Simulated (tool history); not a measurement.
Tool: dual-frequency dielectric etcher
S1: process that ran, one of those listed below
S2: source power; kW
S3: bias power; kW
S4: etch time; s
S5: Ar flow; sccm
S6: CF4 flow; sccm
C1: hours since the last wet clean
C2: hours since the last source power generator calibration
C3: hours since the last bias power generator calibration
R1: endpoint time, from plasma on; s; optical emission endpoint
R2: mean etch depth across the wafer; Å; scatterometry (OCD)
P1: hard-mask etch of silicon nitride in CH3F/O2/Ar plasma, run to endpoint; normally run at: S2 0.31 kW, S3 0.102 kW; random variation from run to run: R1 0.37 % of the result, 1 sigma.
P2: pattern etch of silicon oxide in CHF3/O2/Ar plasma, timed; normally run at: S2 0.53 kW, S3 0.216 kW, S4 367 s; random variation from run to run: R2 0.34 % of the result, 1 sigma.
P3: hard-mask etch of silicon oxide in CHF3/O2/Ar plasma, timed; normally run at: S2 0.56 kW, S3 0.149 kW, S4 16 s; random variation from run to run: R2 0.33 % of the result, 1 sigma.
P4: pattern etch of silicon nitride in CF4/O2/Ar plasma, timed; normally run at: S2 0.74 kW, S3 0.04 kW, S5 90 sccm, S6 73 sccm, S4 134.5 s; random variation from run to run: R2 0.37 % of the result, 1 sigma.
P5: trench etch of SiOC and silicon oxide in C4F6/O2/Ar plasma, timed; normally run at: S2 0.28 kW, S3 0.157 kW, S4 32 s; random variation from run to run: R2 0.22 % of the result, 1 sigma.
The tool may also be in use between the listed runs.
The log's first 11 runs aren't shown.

Run 12, day 2.921: S1 P3, S2 0.56 kW, S3 0.203 kW, S4 16 s; C1 314.2; C2 610.5; C3 1152.2. Result: R2 323.13 Å.
Run 13, day 3.133: S1 P4, S2 0.74 kW, S3 0.04 kW, S4 134.5 s, S5 90 sccm, S6 73 sccm; C1 319.3; C2 615.6; C3 1157.3. Result: R2 3312.2 Å.
Run 14, day 3.458: S1 P4, S2 0.74 kW, S3 0.04 kW, S4 134.5 s, S5 115 sccm, S6 73 sccm; C1 327.1; C2 623.4; C3 1165.1. Result: R2 3186 Å.
Run 15, day 3.758: S1 P4, S2 0.74 kW, S3 0.023 kW, S4 134.5 s, S5 90 sccm, S6 73 sccm; C1 334.3; C2 630.6; C3 1172.3. Result: R2 2776 Å.
Run 16, day 3.971: S1 P1, S2 0.31 kW, S3 0.102 kW; C1 339.4; C2 635.7; C3 1177.4. Result: R1 39.761 s.
Run 17, day 4.296: S1 P3, S2 0.56 kW, S3 0.149 kW, S4 16 s; C1 347.2; C2 643.5; C3 1185.2. Result: R2 290.62 Å.
Run 18, day 4.512: S1 P4, S2 0.74 kW, S3 0.04 kW, S4 74 s, S5 90 sccm, S6 73 sccm; C1 352.4; C2 648.7; C3 1190.4. Result: R2 1819.2 Å.
Run 19, day 4.829: S1 P5, S2 0.28 kW, S3 0.157 kW, S4 43 s; C1 360; C2 656.3; C3 1198. Result: R2 699.62 Å.
Run 20, day 5.15: S1 P1, S2 0.31 kW, S3 0.07 kW; C1 367.7; C2 664; C3 1205.7. Result: R1 45.386 s.
Run 21, day 5.446: S1 P1, S2 0.39 kW, S3 0.137 kW; C1 374.8; C2 671.1; C3 1212.8. Result: R1 32.496 s.
Run 22, day 5.65: S1 P1, S2 0.21 kW, S3 0.133 kW; C1 379.7; C2 676; C3 1217.7. Result: R1 41.474 s.
Run 23, day 5.996: S1 P2, S2 0.36 kW, S3 0.216 kW, S4 367 s; C1 388; C2 684.3; C3 1226. Result: R2 6428.8 Å.

Run 24 comes next. What will it give?
Run 24, day 6.233: S1 P5, S2 0.4 kW, S3 0.157 kW, S4 32 s; C1 393.7; C2 690; C3 1231.7. Result: R2 ?.

{"run 24": {"R2": 603.06}}
